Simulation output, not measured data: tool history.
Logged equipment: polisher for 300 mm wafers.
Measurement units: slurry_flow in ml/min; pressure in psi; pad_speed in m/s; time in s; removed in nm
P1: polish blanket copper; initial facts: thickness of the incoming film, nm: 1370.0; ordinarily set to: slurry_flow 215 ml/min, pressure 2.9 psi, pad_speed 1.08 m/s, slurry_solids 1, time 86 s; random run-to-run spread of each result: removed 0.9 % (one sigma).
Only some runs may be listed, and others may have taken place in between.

run    day  slurry_flow  pressure  pad_speed  slurry_solids  time  wafers polished on this pad  hours since the slurry nozzle was cleaned  hours since the head pressure was calibrated  hours since the slurry blender was calibrated  removed
  1  0.279          215       2.9       1.08              1    86                          229                                        119                                         171.6                                            241   263.11
  2  0.479          215       2.9       1.08              1    86                          257                                      123.8                                         176.4                                          245.8   266.83
  3  0.758          215       2.9       1.08              1    86                          297                                      130.5                                         183.1                                          252.5   268.58
  4  0.983          215       2.9       1.08              1    86                          329                                      135.9                                         188.5                                          257.9   269.07
  5  1.292          215       3.7       1.08              1    54                          373                                      143.3                                         195.9                                          265.3   216.87
  6  1.542          215       2.9       1.08              1    86                          409                                      149.3                                         201.9                                          271.3   265.04
  7  1.812          215       1.4       1.08              1    86                          447                                      155.8                                         208.4                                          277.8   128.62
  8  2.142          215       2.9       1.08            0.5    86                          494                                      163.7                                         216.3                                          285.7   229.94
  9  2.367          130       2.9       1.08              1    86                          527                                      169.1                                         221.7                                          291.1   243.85
 10  2.683          215       2.9       1.08              1    86                          572                                      176.7                                         229.3                                          298.7   264.69
 11  2.867          215       2.9       1.54              1    86                          598                                      181.1                                         233.7                                          303.1   380.91
 12  3.204          340       2.9       1.08              1    86                          646                                      189.2                                         241.8                                          311.2   277.33
 13  3.521          215       2.9       1.08           1.45    86                          691                                      196.8                                         249.4                                          318.8   292.24
 14  3.833          215       2.9       0.66              1    86                          736                                      204.3                                         256.9                                          326.3   163.91
 15  4.054          215       2.9       1.08              1    86                          767                                      209.6                                         262.2                                          331.6   266.88
 16  4.308          215       2.9       1.08              1    46                          804                                      215.7                                         268.3                                          337.7   141.34
 17  4.596          215       2.9       1.08              1   136                          845                                      222.6                                         275.2                                          344.6   415.26
 18  4.858          215       4.5       1.08              1    86                          882                                      228.9                                         281.5                                          350.9   416.79

What will run 19 give?
 19  5.217          215       2.9       1.08              1    86                          933                                      237.5                                         290.1                                          359.5        ?

For run 19 the tool returned removed 265.75 nm.

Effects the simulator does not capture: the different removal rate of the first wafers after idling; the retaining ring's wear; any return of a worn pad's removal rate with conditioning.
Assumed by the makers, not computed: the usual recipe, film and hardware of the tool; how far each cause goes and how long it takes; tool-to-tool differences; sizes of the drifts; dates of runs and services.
